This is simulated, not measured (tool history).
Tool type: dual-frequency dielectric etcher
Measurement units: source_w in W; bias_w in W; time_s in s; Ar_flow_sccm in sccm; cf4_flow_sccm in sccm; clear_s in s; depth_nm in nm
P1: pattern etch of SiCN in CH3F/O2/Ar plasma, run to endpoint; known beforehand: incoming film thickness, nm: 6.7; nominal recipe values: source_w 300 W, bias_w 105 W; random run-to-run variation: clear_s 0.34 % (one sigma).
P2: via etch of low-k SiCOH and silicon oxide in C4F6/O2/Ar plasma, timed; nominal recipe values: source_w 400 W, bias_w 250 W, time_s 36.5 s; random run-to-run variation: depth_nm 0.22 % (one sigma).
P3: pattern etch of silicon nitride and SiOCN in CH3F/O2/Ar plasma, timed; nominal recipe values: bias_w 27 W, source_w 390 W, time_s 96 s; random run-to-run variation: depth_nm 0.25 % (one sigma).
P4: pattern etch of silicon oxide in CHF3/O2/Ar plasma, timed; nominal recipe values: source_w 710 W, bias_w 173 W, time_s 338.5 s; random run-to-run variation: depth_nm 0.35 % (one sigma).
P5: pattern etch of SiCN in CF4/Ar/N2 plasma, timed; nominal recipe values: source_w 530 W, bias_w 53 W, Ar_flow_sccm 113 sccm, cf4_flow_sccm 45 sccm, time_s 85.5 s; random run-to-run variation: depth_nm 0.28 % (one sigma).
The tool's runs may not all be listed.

run 1 hour=6.3 | process=P1 source_w=300 bias_w=105 | clear_s=17.29
run 2 hour=13.8 | process=P2 source_w=490 bias_w=250 time_s=36.5 | depth_nm=117.59
run 3 hour=20.4 | process=P5 source_w=530 bias_w=53 time_s=85.5 Ar_flow_sccm=113 cf4_flow_sccm=45 | depth_nm=70.551
run 4 hour=27.2 | process=P3 source_w=390 bias_w=27 time_s=96 | depth_nm=14.493
run 5 hour=35.4 | process=P1 source_w=210 bias_w=127 | clear_s=18.241
run 6 hour=41.5 | process=P3 source_w=390 bias_w=27 time_s=55 | depth_nm=8.2814
run 7 hour=49.9 | process=P5 source_w=530 bias_w=53 time_s=47 Ar_flow_sccm=113 cf4_flow_sccm=45 | depth_nm=38.756
run 8 hour=56 | process=P1 source_w=300 bias_w=105 | clear_s=17.318
run 9 hour=61.5 | process=P5 source_w=530 bias_w=53 time_s=85.5 Ar_flow_sccm=157 cf4_flow_sccm=45 | depth_nm=66.539
run 10 hour=72.5 | process=P5 source_w=530 bias_w=53 time_s=85.5 Ar_flow_sccm=113 cf4_flow_sccm=45 | depth_nm=70.165
run 11 hour=77.5 | process=P2 source_w=400 bias_w=250 time_s=36.5 | depth_nm=108.72
run 12 hour=88.2 | process=P3 source_w=530 bias_w=27 time_s=96 | depth_nm=16.01
run 13 hour=95.2 | process=P5 source_w=650 bias_w=53 time_s=85.5 Ar_flow_sccm=113 cf4_flow_sccm=45 | depth_nm=84.351
run 14 hour=105.3 | process=P4 source_w=1010 bias_w=173 time_s=338.5 | depth_nm=802.72
run 15 hour=116.7 | process=P5 source_w=530 bias_w=53 time_s=85.5 Ar_flow_sccm=113 cf4_flow_sccm=62 | depth_nm=74.692
run 16 hour=123.4 | process=P1 source_w=360 bias_w=105 | clear_s=16.284
run 17 hour=130.9 | process=P1 source_w=300 bias_w=105 | clear_s=17.461
run 18 hour=141.7 | process=P2 source_w=400 bias_w=250 time_s=52.5 | depth_nm=155.92
run 19 hour=152.2 | process=P2 source_w=400 bias_w=250 time_s=36.5 | depth_nm=108.45
run 20 hour=159 | process=P2 source_w=400 bias_w=340 time_s=36.5 | depth_nm=120.5
run 21 hour=167.1 | process=P5 source_w=530 bias_w=66 time_s=85.5 Ar_flow_sccm=113 cf4_flow_sccm=45 | depth_nm=76.521

For run 22, what comes out?
run 22 hour=176.2 | process=P4 source_w=710 bias_w=173 time_s=338.5 | depth_nm=?

{"run 22": {"depth_nm": 698.92}}
